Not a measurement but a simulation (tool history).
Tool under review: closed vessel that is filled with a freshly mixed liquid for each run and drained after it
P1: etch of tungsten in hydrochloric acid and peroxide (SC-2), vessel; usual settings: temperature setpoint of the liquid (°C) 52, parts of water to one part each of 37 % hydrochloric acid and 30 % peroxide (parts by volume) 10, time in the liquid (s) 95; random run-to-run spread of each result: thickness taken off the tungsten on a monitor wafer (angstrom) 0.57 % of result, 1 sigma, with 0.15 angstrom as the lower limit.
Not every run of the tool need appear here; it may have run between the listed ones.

run,hour,temperature setpoint of the liquid (°C),parts of water to one part each of 37 % hydrochloric acid and 30 % peroxide (parts by volume),time in the liquid (s),hours since the thermometer was replaced,hours since the chemicals flow meter was replaced,hours since the drum of peroxide was connected,thickness taken off the tungsten on a monitor wafer (angstrom)
1,13.9,52,10,95,552.9,948,638.6,197
2,28.5,40.5,10,50,567.5,962.6,653.2,47.241
3,37.6,52,10,95,576.6,971.7,662.3,198.95
4,49.3,52,10,95,588.3,983.4,674,198.19
5,57.6,67,10,95,596.6,991.7,682.3,508.15
6,71.7,52,10,30,610.7,1005.8,696.4,62.595
7,84.9,58.5,7,95,623.9,1019,709.6,399.27
8,96.7,52,10,95,635.7,1030.8,721.4,198.18
9,104.8,52,15,95,643.8,1038.9,729.5,140.48
10,113.2,52,10,95,652.2,1047.3,737.9,197.44
11,124.2,52,4,95,663.2,1058.3,748.9,395.95

Expected results for the next run?
12,133.4,36,10,95,672.4,1067.5,758.1,?

Logged for run 12: thickness taken off the tungsten on a monitor wafer (angstrom) 65.636.
